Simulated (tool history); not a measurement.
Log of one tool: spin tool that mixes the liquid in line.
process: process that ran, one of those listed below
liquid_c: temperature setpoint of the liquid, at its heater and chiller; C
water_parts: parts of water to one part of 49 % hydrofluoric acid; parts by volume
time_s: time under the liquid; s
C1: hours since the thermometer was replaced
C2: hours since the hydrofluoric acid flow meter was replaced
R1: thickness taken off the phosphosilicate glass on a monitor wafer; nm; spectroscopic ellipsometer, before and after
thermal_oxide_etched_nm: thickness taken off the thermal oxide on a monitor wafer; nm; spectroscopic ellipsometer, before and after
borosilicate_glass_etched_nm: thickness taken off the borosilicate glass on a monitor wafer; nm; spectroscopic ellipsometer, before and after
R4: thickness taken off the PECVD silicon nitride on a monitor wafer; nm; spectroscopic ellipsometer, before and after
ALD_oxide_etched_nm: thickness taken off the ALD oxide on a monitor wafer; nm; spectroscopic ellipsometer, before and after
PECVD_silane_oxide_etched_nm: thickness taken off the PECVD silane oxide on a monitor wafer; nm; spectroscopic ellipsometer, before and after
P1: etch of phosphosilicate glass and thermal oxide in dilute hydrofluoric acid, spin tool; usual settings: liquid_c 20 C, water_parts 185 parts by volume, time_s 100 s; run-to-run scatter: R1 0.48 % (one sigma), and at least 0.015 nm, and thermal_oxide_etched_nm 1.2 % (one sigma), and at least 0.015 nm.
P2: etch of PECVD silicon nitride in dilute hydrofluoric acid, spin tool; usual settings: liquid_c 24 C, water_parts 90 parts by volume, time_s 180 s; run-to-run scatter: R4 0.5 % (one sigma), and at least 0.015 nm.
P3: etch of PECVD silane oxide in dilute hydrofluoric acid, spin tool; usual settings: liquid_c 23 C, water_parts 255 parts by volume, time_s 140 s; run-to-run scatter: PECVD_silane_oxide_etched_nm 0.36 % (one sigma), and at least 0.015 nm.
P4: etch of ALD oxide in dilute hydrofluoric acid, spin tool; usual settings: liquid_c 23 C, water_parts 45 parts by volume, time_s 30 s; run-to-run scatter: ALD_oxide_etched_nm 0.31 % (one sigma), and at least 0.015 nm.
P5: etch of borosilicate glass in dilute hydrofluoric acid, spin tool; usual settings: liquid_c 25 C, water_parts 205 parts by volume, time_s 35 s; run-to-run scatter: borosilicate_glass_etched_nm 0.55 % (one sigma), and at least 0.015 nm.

{"run": 1, "hour": 10.3, "process": "P1", "liquid_c": 20, "water_parts": 185, "time_s": 100, "C1": 743.7, "C2": 783.5, "R1": 51.736, "thermal_oxide_etched_nm": 1.9951}
{"run": 2, "hour": 18.6, "process": "P5", "liquid_c": 18, "water_parts": 205, "time_s": 35, "C1": 752, "C2": 791.8, "borosilicate_glass_etched_nm": 4.6091}
{"run": 3, "hour": 28.6, "process": "P1", "liquid_c": 20, "water_parts": 185, "time_s": 100, "C1": 762, "C2": 801.8, "R1": 51.323, "thermal_oxide_etched_nm": 1.9404}
{"run": 4, "hour": 38.3, "process": "P1", "liquid_c": 20, "water_parts": 80, "time_s": 100, "C1": 771.7, "C2": 811.5, "R1": 133.04, "thermal_oxide_etched_nm": 5.1465}
{"run": 5, "hour": 47.2, "process": "P1", "liquid_c": 20, "water_parts": 185, "time_s": 100, "C1": 780.6, "C2": 820.4, "R1": 51.359, "thermal_oxide_etched_nm": 2.0499}
{"run": 6, "hour": 53.3, "process": "P5", "liquid_c": 25, "water_parts": 205, "time_s": 35, "C1": 786.7, "C2": 826.5, "borosilicate_glass_etched_nm": 5.9887}
{"run": 7, "hour": 59.2, "process": "P2", "liquid_c": 24, "water_parts": 90, "time_s": 180, "C1": 792.6, "C2": 832.4, "R4": 6.5585}
{"run": 8, "hour": 65.9, "process": "P1", "liquid_c": 20, "water_parts": 185, "time_s": 50, "C1": 799.3, "C2": 839.1, "R1": 25.743, "thermal_oxide_etched_nm": 1.0242}
{"run": 9, "hour": 72.1, "process": "P4", "liquid_c": 23, "water_parts": 45, "time_s": 15, "C1": 805.5, "C2": 845.3, "ALD_oxide_etched_nm": 5.8404}
{"run": 10, "hour": 78.2, "process": "P5", "liquid_c": 25, "water_parts": 205, "time_s": 35, "C1": 811.6, "C2": 851.4, "borosilicate_glass_etched_nm": 5.9932}
{"run": 11, "hour": 85.2, "process": "P3", "liquid_c": 30, "water_parts": 255, "time_s": 140, "C1": 818.6, "C2": 858.4, "PECVD_silane_oxide_etched_nm": 18.57}
{"run": 12, "hour": 94.3, "process": "P5", "liquid_c": 25, "water_parts": 205, "time_s": 65, "C1": 827.7, "C2": 867.5, "borosilicate_glass_etched_nm": 11.166}
{"run": 13, "hour": 104.5, "process": "P2", "liquid_c": 24, "water_parts": 90, "time_s": 180, "C1": 837.9, "C2": 877.7, "R4": 6.595}
{"run": 14, "hour": 112.8, "process": "P2", "liquid_c": 28, "water_parts": 90, "time_s": 180, "C1": 846.2, "C2": 886, "R4": 8.4541}
{"run": 15, "hour": 117.8, "process": "P4", "liquid_c": 30.5, "water_parts": 45, "time_s": 30, "C1": 851.2, "C2": 891, "ALD_oxide_etched_nm": 15.766}
{"run": 16, "hour": 125.0, "process": "P3", "liquid_c": 23, "water_parts": 255, "time_s": 140, "C1": 858.4, "C2": 898.2, "PECVD_silane_oxide_etched_nm": 14.48}
{"run": 17, "hour": 134.9, "process": "P1", "liquid_c": 20, "water_parts": 185, "time_s": 100, "C1": 868.3, "C2": 908.1, "R1": 51.165, "thermal_oxide_etched_nm": 1.9962}
{"run": 18, "hour": 142.1, "process": "P2", "liquid_c": 24, "water_parts": 130, "time_s": 180, "C1": 875.5, "C2": 915.3, "R4": 4.5721}
{"run": 19, "hour": 150.4, "process": "P4", "liquid_c": 23, "water_parts": 45, "time_s": 30, "C1": 883.8, "C2": 923.6, "ALD_oxide_etched_nm": 11.675}
{"run": 20, "hour": 156.4, "process": "P3", "liquid_c": 23, "water_parts": 255, "time_s": 280, "C1": 889.8, "C2": 929.6, "PECVD_silane_oxide_etched_nm": 29.065}
{"hour": 156.8, "done": "thermometer replaced"}
{"run": 21, "hour": 163.6, "process": "P1", "liquid_c": 24, "water_parts": 185, "time_s": 100, "C1": 6.9, "C2": 936.8, "R1": 59.406, "thermal_oxide_etched_nm": 2.343}
{"run": 22, "hour": 171.0, "process": "P2", "liquid_c": 24, "water_parts": 90, "time_s": 30, "C1": 14.3, "C2": 944.2, "R4": 1.0545}
{"run": 23, "hour": 177.2, "process": "P1", "liquid_c": 17, "water_parts": 185, "time_s": 195, "C1": 20.5, "C2": 950.4, "R1": 88.928, "thermal_oxide_etched_nm": 3.4501}
{"run": 24, "hour": 185.5, "process": "P1", "liquid_c": 20, "water_parts": 185, "time_s": 160, "C1": 28.8, "C2": 958.7, "R1": 82.235, "thermal_oxide_etched_nm": 3.1357}
{"run": 25, "hour": 194.5, "process": "P3", "liquid_c": 23, "water_parts": 45, "time_s": 140, "C1": 37.8, "C2": 967.7, "PECVD_silane_oxide_etched_nm": 104.52}
{"run": 26, "hour": 201.4, "process": "P4", "liquid_c": 23, "water_parts": 80, "time_s": 30, "C1": 44.7, "C2": 974.6, "ALD_oxide_etched_nm": 6.2655}
{"run": 27, "hour": 208.5, "process": "P1", "liquid_c": 17, "water_parts": 185, "time_s": 100, "C1": 51.8, "C2": 981.7, "R1": 45.913, "thermal_oxide_etched_nm": 1.8146}
{"run": 28, "hour": 218.5, "process": "P1", "liquid_c": 20, "water_parts": 300, "time_s": 100, "C1": 61.8, "C2": 991.7, "R1": 28.563, "thermal_oxide_etched_nm": 1.1172}
{"run": 29, "hour": 226.0, "process": "P5", "liquid_c": 25, "water_parts": 345, "time_s": 35, "C1": 69.3, "C2": 999.2, "borosilicate_glass_etched_nm": 3.1129}
{"run": 30, "hour": 236.4, "process": "P1", "liquid_c": 20, "water_parts": 185, "time_s": 100, "C1": 79.7, "C2": 1009.6, "R1": 51.532, "thermal_oxide_etched_nm": 2.0115}
{"run": 31, "hour": 242.7, "process": "P1", "liquid_c": 20, "water_parts": 185, "time_s": 100, "C1": 86, "C2": 1015.9, "R1": 49.421, "thermal_oxide_etched_nm": 1.8976}
{"run": 32, "hour": 247.7, "process": "P1", "liquid_c": 20, "water_parts": 185, "time_s": 100, "C1": 91, "C2": 1020.9, "R1": 48.58, "thermal_oxide_etched_nm": 1.9}

Run 33 comes next. What will it give?
{"run": 33, "hour": 255.7, "process": "P1", "liquid_c": 20, "water_parts": 185, "time_s": 100, "C1": 99, "C2": 1028.9, "R1": "?", "thermal_oxide_etched_nm": "?"}

R1: 47.651 nm
thermal_oxide_etched_nm: 1.8613 nm

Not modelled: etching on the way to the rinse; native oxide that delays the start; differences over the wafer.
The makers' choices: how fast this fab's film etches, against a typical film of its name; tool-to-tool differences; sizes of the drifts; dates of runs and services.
